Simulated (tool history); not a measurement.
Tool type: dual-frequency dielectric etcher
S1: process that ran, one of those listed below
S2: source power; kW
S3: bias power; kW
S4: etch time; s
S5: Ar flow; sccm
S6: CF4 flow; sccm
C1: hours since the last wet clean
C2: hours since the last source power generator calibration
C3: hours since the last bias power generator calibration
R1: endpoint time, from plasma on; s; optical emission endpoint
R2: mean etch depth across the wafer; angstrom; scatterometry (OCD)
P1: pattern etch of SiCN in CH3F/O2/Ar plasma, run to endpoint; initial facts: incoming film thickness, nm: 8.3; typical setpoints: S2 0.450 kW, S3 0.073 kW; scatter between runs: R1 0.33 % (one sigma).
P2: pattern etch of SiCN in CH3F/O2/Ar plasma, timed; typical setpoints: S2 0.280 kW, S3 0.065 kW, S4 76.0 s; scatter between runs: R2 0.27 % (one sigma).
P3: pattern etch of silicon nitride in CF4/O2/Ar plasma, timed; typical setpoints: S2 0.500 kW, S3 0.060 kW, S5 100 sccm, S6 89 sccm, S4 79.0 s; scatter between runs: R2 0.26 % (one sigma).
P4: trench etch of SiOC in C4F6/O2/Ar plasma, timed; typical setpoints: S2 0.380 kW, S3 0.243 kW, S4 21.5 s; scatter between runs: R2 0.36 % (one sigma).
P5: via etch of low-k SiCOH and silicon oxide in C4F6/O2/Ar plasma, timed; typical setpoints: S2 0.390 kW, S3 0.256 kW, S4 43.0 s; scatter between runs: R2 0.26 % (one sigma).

run	hour	S1	S2	S3	S4	S5	S6	C1	C2	C3	R1	R2
1	2.8	P1	0.450	0.073				299.1	2004.3	228.8	20.756	
2	6.4	P4	0.380	0.243	27.5			302.7	2007.9	232.4		623.59
3	8.5	P5	0.390	0.326	43.0			304.8	2010.0	234.5		1285.60
4	10.7	P2	0.280	0.065	113.0			307.0	2012.2	236.7		362.28
5	13.8	P4	0.480	0.243	21.5			310.1	2015.3	239.8		533.71
6	16.7	P1	0.450	0.092				313.0	2018.2	242.7	19.217	
7	20.8	P4	0.380	0.159	21.5			317.1	2022.3	246.8		425.17
8	24.6	P1	0.550	0.073				320.9	2026.1	250.6	19.250	
9	27.0	P2	0.280	0.065	76.0			323.3	2028.5	253.0		242.92
10	29.2	P3	0.500	0.060	96.0	100	89	325.5	2030.7	255.2		1920.30
11	32.8	P1	0.330	0.085				329.1	2034.3	258.8	22.147	
12	35.5	P3	0.500	0.060	79.0	100	89	331.8	2037.0	261.5		1581.70
13	38.3	P3	0.500	0.042	79.0	100	89	334.6	2039.8	264.3		1379.70
14	41.4	P3	0.500	0.060	79.0	100	68	337.7	2042.9	267.4		1526.00
15	44.7	P1	0.450	0.073				341.0	2046.2	270.7	21.006	
16	48.0	P1	0.450	0.073				344.3	2049.5	274.0	20.838	
17	51.1	P1	0.450	0.045				347.4	2052.6	277.1	24.375	
18	55.6	P1	0.450	0.073				351.9	2057.1	281.6	21.014	
19	58.5	P1	0.290	0.085				354.8	2060.0	284.5	23.171	
20	60.8	P3	0.500	0.060	79.0	142	89	357.1	2062.3	286.8		1516.80
21	65.3	P3	0.340	0.060	79.0	100	89	361.6	2066.8	291.3		1133.00
22	68.4	P1	0.450	0.073				364.7	2069.9	294.4	20.780	
# hour 70.5: bias power generator calibrated
23	72.4	P5	0.390	0.256	43.0			368.7	2073.9	2.0		1180.30
24	75.0	P1	0.310	0.073				371.3	2076.5	4.6	23.759	
25	79.2	P4	0.380	0.243	21.5			375.5	2080.7	8.8		490.20
26	83.6	P2	0.280	0.086	76.0			379.9	2085.1	13.2		270.36
27	86.3	P5	0.310	0.256	43.0			382.6	2087.8	15.9		1081.50
28	88.3	P2	0.210	0.065	76.0			384.6	2089.8	17.9		219.43
29	92.0	P5	0.390	0.256	31.0			388.3	2093.5	21.6		850.92
30	94.7	P5	0.390	0.256	43.0			391.0	2096.2	24.3		1180.40
31	99.0	P1	0.450	0.073				395.3	2100.5	28.6	20.781	
32	103.0	P1	0.450	0.073				399.3	2104.5	32.6	20.896	
33	105.5	P1	0.450	0.073				401.8	2107.0	35.1	21.072	
# hour 107.4: wet clean of the chamber
34	109.0	P1	0.450	0.073				1.7	2110.5	38.6	21.060	
35	112.1	P1	0.450	0.073				4.8	2113.6	41.7	21.107	
36	115.0	P1	0.450	0.073				7.7	2116.5	44.6	21.140	
37	118.9	P1	0.450	0.073				11.6	2120.4	48.5	21.175	
38	122.8	P1	0.450	0.073				15.5	2124.3	52.4	21.223	

Something has made what P1 gives creep away from where it was; the 2 causes below, each at its own stated size, fit the log equally well:
A: bias power that arrives under what is set, % = 4.6
B: source power that arrives under what is set, % = 4.28
At approximately hour 99.0, the process output began to creep.
Other possible causes, and why each is ruled out:
chamber walls in a state that lowers the etch rate, %: serviced after onset, at hour 107.4, with no recovery of the prior output

Consider the 4 single-wafer check runs listed below, results given as question marks: which one distinguishes between the causes by giving clearly different results for each?
check 1	126.7	P4	0.380	0.177	21.5							?
check 2	126.7	P2	0.280	0.085	110.0							?
check 3	126.7	P5	0.320	0.256	32.0							?
check 4	126.7	P3	0.500	0.043	79.0	117	89					?

What every check run would give for each of its results, assuming each possible cause in turn:
check	result	if A	if B
check 1	R2	433.88	432.94
check 2	R2	382.64	383.18
check 3	R2	801.41	801.02
check 4	R2	1339.90	1312.80
Per check, the gap between the least separated pair of causes, taken in the result that splits them most: check 1 0.22 %; check 2 0.14 %; check 3 0.05 %; check 4 2.05 %
The other checks would show nearly matching results whichever cause is true, so check 4 is the only one that separates the causes.

Running check 4 produced the following: R2 1339.20 angstrom. Which one of the listed causes fits?

The correct cause is A, namely: bias power that arrives under what is set, %.
